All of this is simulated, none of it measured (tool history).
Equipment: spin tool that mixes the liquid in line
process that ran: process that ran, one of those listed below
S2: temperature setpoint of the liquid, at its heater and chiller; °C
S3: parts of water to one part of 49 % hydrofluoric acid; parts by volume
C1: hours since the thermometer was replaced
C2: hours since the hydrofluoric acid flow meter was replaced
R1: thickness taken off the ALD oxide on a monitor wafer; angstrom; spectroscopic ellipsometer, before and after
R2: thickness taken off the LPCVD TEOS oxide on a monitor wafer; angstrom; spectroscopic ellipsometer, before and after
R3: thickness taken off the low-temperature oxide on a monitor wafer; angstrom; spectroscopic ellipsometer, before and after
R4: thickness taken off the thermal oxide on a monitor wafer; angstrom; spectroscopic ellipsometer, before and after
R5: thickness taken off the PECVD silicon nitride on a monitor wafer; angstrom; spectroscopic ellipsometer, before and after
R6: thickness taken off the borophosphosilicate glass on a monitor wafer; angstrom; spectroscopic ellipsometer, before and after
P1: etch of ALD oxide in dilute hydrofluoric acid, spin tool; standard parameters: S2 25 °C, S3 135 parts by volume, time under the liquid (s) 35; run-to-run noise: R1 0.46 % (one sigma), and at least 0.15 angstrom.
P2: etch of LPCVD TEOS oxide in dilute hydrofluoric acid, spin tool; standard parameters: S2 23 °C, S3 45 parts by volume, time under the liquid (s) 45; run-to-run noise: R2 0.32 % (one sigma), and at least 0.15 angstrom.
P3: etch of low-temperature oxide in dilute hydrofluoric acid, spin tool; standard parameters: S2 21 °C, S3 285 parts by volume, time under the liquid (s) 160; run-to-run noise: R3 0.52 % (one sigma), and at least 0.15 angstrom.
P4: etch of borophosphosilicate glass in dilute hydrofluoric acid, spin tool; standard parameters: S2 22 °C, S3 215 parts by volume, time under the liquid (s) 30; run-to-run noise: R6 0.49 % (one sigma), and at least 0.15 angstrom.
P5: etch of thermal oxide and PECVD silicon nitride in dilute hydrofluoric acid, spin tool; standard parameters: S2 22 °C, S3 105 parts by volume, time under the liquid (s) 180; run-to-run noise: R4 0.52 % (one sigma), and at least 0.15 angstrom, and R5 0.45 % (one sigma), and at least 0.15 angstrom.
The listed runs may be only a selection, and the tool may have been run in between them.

Run 1, hour 10.7: process that ran P1, S2 25 °C, S3 135 parts by volume, time under the liquid (s) 35; C1 1142.3; C2 158.7. Result: R1 54.511 angstrom.
Run 2, hour 20.7: process that ran P1, S2 30.5 °C, S3 135 parts by volume, time under the liquid (s) 35; C1 1152.3; C2 168.7. Result: R1 66.964 angstrom.
Run 3, hour 26.9: process that ran P1, S2 21 °C, S3 30 parts by volume, time under the liquid (s) 35; C1 1158.5; C2 174.9. Result: R1 237.66 angstrom.
Run 4, hour 35: process that ran P2, S2 31 °C, S3 45 parts by volume, time under the liquid (s) 45; C1 1166.6; C2 183. Result: R2 394.15 angstrom.
Run 5, hour 42.9: process that ran P1, S2 25 °C, S3 135 parts by volume, time under the liquid (s) 35; C1 1174.5; C2 190.9. Result: R1 54.049 angstrom.
Run 6, hour 55: process that ran P3, S2 21 °C, S3 285 parts by volume, time under the liquid (s) 160; C1 1186.6; C2 203. Result: R3 147.1 angstrom.
Run 7, hour 62.6: process that ran P1, S2 25 °C, S3 135 parts by volume, time under the liquid (s) 35; C1 1194.2; C2 210.6. Result: R1 54.236 angstrom.
Run 8, hour 72.6: process that ran P3, S2 21 °C, S3 285 parts by volume, time under the liquid (s) 160; C1 1204.2; C2 220.6. Result: R3 145.82 angstrom.
Run 9, hour 84.9: process that ran P5, S2 22 °C, S3 105 parts by volume, time under the liquid (s) 180; C1 1216.5; C2 232.9. Result: R4 68.968 angstrom, R5 51.365 angstrom.
Run 10, hour 97.9: process that ran P3, S2 21 °C, S3 385 parts by volume, time under the liquid (s) 160; C1 1229.5; C2 245.9. Result: R3 99.43 angstrom.
Run 11, hour 108.3: process that ran P5, S2 17.5 °C, S3 105 parts by volume, time under the liquid (s) 180; C1 1239.9; C2 256.3. Result: R4 57.76 angstrom, R5 38.32 angstrom.
Run 12, hour 117.5: process that ran P3, S2 21 °C, S3 285 parts by volume, time under the liquid (s) 40; C1 1249.1; C2 265.5. Result: R3 36.325 angstrom.
Run 13, hour 128: process that ran P2, S2 23 °C, S3 70 parts by volume, time under the liquid (s) 45; C1 1259.6; C2 276. Result: R2 177.87 angstrom.
Run 14, hour 138.8: process that ran P1, S2 25 °C, S3 135 parts by volume, time under the liquid (s) 35; C1 1270.4; C2 286.8. Result: R1 54.471 angstrom.
Run 15, hour 150.2: process that ran P1, S2 25 °C, S3 135 parts by volume, time under the liquid (s) 15; C1 1281.8; C2 298.2. Result: R1 23.184 angstrom.
Run 16, hour 159.9: process that ran P1, S2 20.5 °C, S3 135 parts by volume, time under the liquid (s) 35; C1 1291.5; C2 307.9. Result: R1 45.423 angstrom.
Run 17, hour 171.5: process that ran P1, S2 25 °C, S3 135 parts by volume, time under the liquid (s) 35; C1 1303.1; C2 319.5. Result: R1 54.316 angstrom.
Run 18, hour 184.5: process that ran P4, S2 22 °C, S3 215 parts by volume, time under the liquid (s) 60; C1 1316.1; C2 332.5. Result: R6 106.3 angstrom.
Run 19, hour 193.3: process that ran P5, S2 22 °C, S3 105 parts by volume, time under the liquid (s) 180; C1 1324.9; C2 341.3. Result: R4 69.249 angstrom, R5 51.684 angstrom.
Run 20, hour 201.9: process that ran P1, S2 25 °C, S3 35 parts by volume, time under the liquid (s) 35; C1 1333.5; C2 349.9. Result: R1 237.58 angstrom.
Run 21, hour 214: process that ran P3, S2 17 °C, S3 285 parts by volume, time under the liquid (s) 160; C1 1345.6; C2 362. Result: R3 125.9 angstrom.
Run 22, hour 225.7: process that ran P1, S2 25 °C, S3 245 parts by volume, time under the liquid (s) 35; C1 1357.3; C2 373.7. Result: R1 26.523 angstrom.
Run 23, hour 235.1: process that ran P5, S2 22 °C, S3 105 parts by volume, time under the liquid (s) 290; C1 1366.7; C2 383.1. Result: R4 112.66 angstrom, R5 83.227 angstrom.
Run 24, hour 246.3: process that ran P4, S2 17 °C, S3 215 parts by volume, time under the liquid (s) 30; C1 1377.9; C2 394.3. Result: R6 43.359 angstrom.
Run 25, hour 256.6: process that ran P1, S2 25 °C, S3 135 parts by volume, time under the liquid (s) 50; C1 1388.2; C2 404.6. Result: R1 77.719 angstrom.
Run 26, hour 263.4: process that ran P5, S2 22 °C, S3 30 parts by volume, time under the liquid (s) 180; C1 1395; C2 411.4. Result: R4 268.69 angstrom, R5 174.17 angstrom.
Run 27, hour 269.4: process that ran P4, S2 22 °C, S3 215 parts by volume, time under the liquid (s) 30; C1 1401; C2 417.4. Result: R6 52.85 angstrom.
Run 28, hour 281.5: process that ran P2, S2 23 °C, S3 45 parts by volume, time under the liquid (s) 75; C1 1413.1; C2 429.5. Result: R2 476.52 angstrom.
Run 29, hour 290.8: process that ran P4, S2 22 °C, S3 320 parts by volume, time under the liquid (s) 30; C1 1422.4; C2 438.8. Result: R6 32.219 angstrom.
Run 30, hour 299.2: process that ran P2, S2 23 °C, S3 45 parts by volume, time under the liquid (s) 45; C1 1430.8; C2 447.2. Result: R2 286.6 angstrom.
Run 31, hour 309: process that ran P2, S2 23 °C, S3 45 parts by volume, time under the liquid (s) 45; C1 1440.6; C2 457. Result: R2 286.63 angstrom.
Run 32, hour 318: process that ran P1, S2 25 °C, S3 135 parts by volume, time under the liquid (s) 35; C1 1449.6; C2 466. Result: R1 54.278 angstrom.
Run 33, hour 326.7: process that ran P1, S2 25 °C, S3 135 parts by volume, time under the liquid (s) 35; C1 1458.3; C2 474.7. Result: R1 54.857 angstrom.
Run 34, hour 339.2: process that ran P1, S2 25 °C, S3 135 parts by volume, time under the liquid (s) 35; C1 1470.8; C2 487.2. Result: R1 56.363 angstrom.
Run 35, hour 345.1: process that ran P1, S2 25 °C, S3 135 parts by volume, time under the liquid (s) 35; C1 1476.7; C2 493.1. Result: R1 56.305 angstrom.
Run 36, hour 354.5: process that ran P1, S2 25 °C, S3 135 parts by volume, time under the liquid (s) 35; C1 1486.1; C2 502.5. Result: R1 56.821 angstrom.
Run 37, hour 360.4: process that ran P1, S2 25 °C, S3 135 parts by volume, time under the liquid (s) 35; C1 1492; C2 508.4. Result: R1 56.85 angstrom.
Run 38, hour 370.4: process that ran P1, S2 25 °C, S3 135 parts by volume, time under the liquid (s) 35; C1 1502; C2 518.4. Result: R1 57.212 angstrom.
Run 39, hour 381.4: process that ran P1, S2 25 °C, S3 135 parts by volume, time under the liquid (s) 35; C1 1513; C2 529.4. Result: R1 57.161 angstrom.
Run 40, hour 391.5: process that ran P1, S2 25 °C, S3 135 parts by volume, time under the liquid (s) 35; C1 1523.1; C2 539.5. Result: R1 56.764 angstrom.
Run 41, hour 397.4: process that ran P1, S2 25 °C, S3 135 parts by volume, time under the liquid (s) 35; C1 1529; C2 545.4. Result: R1 56.759 angstrom.
Run 42, hour 407.9: process that ran P1, S2 25 °C, S3 135 parts by volume, time under the liquid (s) 35; C1 1539.5; C2 555.9. Result: R1 57.282 angstrom.

P1 no longer gives what it gave before; its output has crept away from where it was. The following 2 causes, each at its listed size, fit the log equally well:
A: hydrofluoric acid flow above the setpoint (%) = 4.83
B: liquid hotter than its thermometer reads (K) = 1.44
The onset of the drift is placed at about hour 318.

The check runs listed below each take one wafer, and their results are still question marks. Under which run would the listed causes lead to clearly different results?
Run check 1, hour 418.4: process that ran P4, S2 17 °C, S3 215 parts by volume, time under the liquid (s) 30. Result: R6 ?.
Run check 2, hour 418.4: process that ran P2, S2 23 °C, S3 70 parts by volume, time under the liquid (s) 45. Result: R2 ?.
Run check 3, hour 418.4: process that ran P5, S2 22 °C, S3 75 parts by volume, time under the liquid (s) 245. Result: R4 ?, R5 ?.
Run check 4, hour 418.4: process that ran P3, S2 17 °C, S3 285 parts by volume, time under the liquid (s) 105. Result: R3 ?.

What every check run would give for each of its results, assuming each possible cause in turn:
  check  result    if A    if B
check 1      R6  46.182  46.199
check 2      R2  187.58  188.93
check 3      R4  144.78  145.84
check 3      R5  102.77  108.11
check 4      R3  87.249  86.914
Per check, the gap between the least separated pair of causes, taken in the result that splits them most: check 1 0.04 %; check 2 0.72 %; check 3 5.07 %; check 4 0.38 %
Check 3 distinguishes between the causes, while the remaining checks would return nearly the same result for all of them.

Check 3 was carried out, with these results: R4 145.96 angstrom; R5 108.75 angstrom. Which of the listed causes is responsible?

Of the candidate causes, it is B: liquid hotter than its thermometer reads (K).

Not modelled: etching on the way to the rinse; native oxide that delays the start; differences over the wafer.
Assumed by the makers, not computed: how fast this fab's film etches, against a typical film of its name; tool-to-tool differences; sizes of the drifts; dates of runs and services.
